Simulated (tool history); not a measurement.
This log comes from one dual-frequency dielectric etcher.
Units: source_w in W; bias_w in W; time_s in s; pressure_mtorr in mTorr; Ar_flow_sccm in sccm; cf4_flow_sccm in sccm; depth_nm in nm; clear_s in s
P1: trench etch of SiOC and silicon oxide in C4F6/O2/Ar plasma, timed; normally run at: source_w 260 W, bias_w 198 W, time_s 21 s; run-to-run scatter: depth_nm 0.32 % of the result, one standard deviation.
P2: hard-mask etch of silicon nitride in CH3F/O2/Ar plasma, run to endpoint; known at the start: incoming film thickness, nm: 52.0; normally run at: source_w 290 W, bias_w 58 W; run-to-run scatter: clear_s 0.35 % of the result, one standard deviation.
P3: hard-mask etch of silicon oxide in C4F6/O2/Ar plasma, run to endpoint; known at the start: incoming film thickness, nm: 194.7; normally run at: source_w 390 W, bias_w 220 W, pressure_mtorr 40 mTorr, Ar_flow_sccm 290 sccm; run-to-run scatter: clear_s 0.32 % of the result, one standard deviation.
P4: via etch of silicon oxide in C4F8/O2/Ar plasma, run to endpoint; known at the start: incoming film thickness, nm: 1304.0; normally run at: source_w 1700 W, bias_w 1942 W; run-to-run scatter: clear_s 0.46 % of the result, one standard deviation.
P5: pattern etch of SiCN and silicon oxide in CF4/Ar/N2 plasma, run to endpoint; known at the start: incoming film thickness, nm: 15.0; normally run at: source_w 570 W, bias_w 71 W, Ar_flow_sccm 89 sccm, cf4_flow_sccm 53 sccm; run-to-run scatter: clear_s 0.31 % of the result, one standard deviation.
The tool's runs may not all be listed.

| run | hour | process | source_w | bias_w | time_s | pressure_mtorr | Ar_flow_sccm | cf4_flow_sccm | depth_nm | clear_s |
|---|---|---|---|---|---|---|---|---|---|---|
| 1 | 6.3 | P1 | 260 | 198 | 21 |  |  |  | 36.189 |  |
| 2 | 11.6 | P1 | 260 | 198 | 30.5 |  |  |  | 52.518 |  |
| 3 | 17.1 | P4 | 1700 | 2701 |  |  |  |  |  | 255.46 |
| 4 | 23.8 | P2 | 290 | 58 |  |  |  |  |  | 91.345 |
| 5 | 30 | P1 | 260 | 198 | 21 |  |  |  | 35.942 |  |
| 6 | 34.1 | P3 | 390 | 220 |  | 30 | 290 |  |  | 59.223 |
| 7 | 40.8 | P1 | 260 | 198 | 14.5 |  |  |  | 25.078 |  |
| 8 | 47.6 | P5 | 570 | 71 |  |  | 89 | 53 |  | 14.88 |
| 9 | 53.2 | P1 | 320 | 198 | 21 |  |  |  | 39.218 |  |
| 10 | 58.9 | P1 | 260 | 143 | 21 |  |  |  | 32.676 |  |
| 11 | 64.8 | P2 | 290 | 81 |  |  |  |  |  | 81.179 |
| 12 | 70 | P3 | 390 | 304 |  | 40 | 290 |  |  | 54.809 |
| 13 | 75.8 | P3 | 250 | 220 |  | 40 | 290 |  |  | 72.649 |
| 14 | 82.7 | P1 | 260 | 279 | 21 |  |  |  | 40.675 |  |
| 15 | 89.2 | P1 | 260 | 236 | 28 |  |  |  | 50.847 |  |
| 16 | 92.3 | P3 | 390 | 220 |  | 40 | 290 |  |  | 61.098 |
| 17 | 98.5 | P1 | 260 | 198 | 21 |  |  |  | 36.22 |  |
| 18 | 102.6 | P4 | 1040 | 1942 |  |  |  |  |  | 345.17 |
| 19 | 107.4 | P5 | 570 | 51 |  |  | 89 | 53 |  | 16.577 |
| 20 | 111.3 | P1 | 260 | 198 | 21 |  |  |  | 36.228 |  |
| 21 | 117.1 | P1 | 260 | 198 | 21 |  |  |  | 36.196 |  |
| 22 | 123.6 | P5 | 570 | 71 |  |  | 89 | 53 |  | 14.851 |
| 23 | 126.7 | P2 | 370 | 58 |  |  |  |  |  | 82.705 |
| 24 | 130 | P3 | 390 | 220 |  | 40 | 187 |  |  | 58.237 |
| 25 | 133.4 | P1 | 160 | 198 | 21 |  |  |  | 29.951 |  |
|  | 135 | wet clean of the chamber |
| 26 | 138.5 | P5 | 570 | 71 |  |  | 66 | 53 |  | 14.179 |
| 27 | 145 | P5 | 570 | 71 |  |  | 89 | 75 |  | 14.113 |
| 28 | 150 | P4 | 1700 | 1942 |  |  |  |  |  | 283.3 |
| 29 | 153.2 | P1 | 260 | 235 | 26.5 |  |  |  | 48.585 |  |
| 30 | 159.2 | P1 | 260 | 198 | 21 |  |  |  | 36.208 |  |
| 31 | 165.8 | P5 | 770 | 71 |  |  | 89 | 53 |  | 11.354 |
| 32 | 171.8 | P1 | 260 | 198 | 21 |  |  |  | 36.206 |  |
| 33 | 177.4 | P1 | 260 | 198 | 21 |  |  |  | 35.927 |  |
| 34 | 182.2 | P1 | 260 | 198 | 21 |  |  |  | 35.882 |  |
|  | 184.7 | wet clean of the chamber |
| 35 | 188.7 | P1 | 260 | 198 | 21 |  |  |  | 35.439 |  |
| 36 | 194.2 | P1 | 260 | 198 | 21 |  |  |  | 35.601 |  |
| 37 | 198.2 | P1 | 260 | 198 | 21 |  |  |  | 35.49 |  |
| 38 | 204.1 | P1 | 260 | 198 | 21 |  |  |  | 35.608 |  |
| 39 | 207.9 | P1 | 260 | 198 | 21 |  |  |  | 35.618 |  |

P1 has crept away from where it was. The log is fitted equally well by each of these 2 causes, at the sizes shown:
A: bias power that arrives under what is set, % = 4.89
B: source power that arrives under what is set, % = 4.24
The process output started creeping at around hour 171.8.
Excluded causes, each with its reason:
chamber walls in a state that lowers the etch rate, %: serviced at hour 184.7, after the change had begun; the process did not return to its earlier output

Question marks stand in for the results of the 4 check runs listed below, each run on one wafer. Under which run would the listed causes show clearly different results?
| check 1 | 211.7 | P2 | 350 | 79 |  |  |  |  |  | ? |
| check 2 | 211.7 | P4 | 1410 | 2313 |  |  |  |  |  | ? |
| check 3 | 211.7 | P5 | 570 | 51 |  |  | 89 | 73 |  | ? |
| check 4 | 211.7 | P3 | 290 | 220 |  | 40 | 290 |  |  | ? |

Outcome of each check run for each possible cause:
| check | result | if A | if B |
|---|---|---|---|
| check 1 | clear_s | 77.688 | 77.585 |
| check 2 | clear_s | 294.78 | 295.36 |
| check 3 | clear_s | 15.885 | 16.272 |
| check 4 | clear_s | 69.756 | 69.74 |
Distance between the nearest two causes, measured in the result of the check that separates them most: check 1 0.13 %; check 2 0.19 %; check 3 2.41 %; check 4 0.02 %
The causes can be told apart only by check 3. The other checks would give nearly the same results under each of them.

Here is what check 3 returned: clear_s 15.819 s. Which cause is it?

The correct cause is A, namely: bias power that arrives under what is set, %.
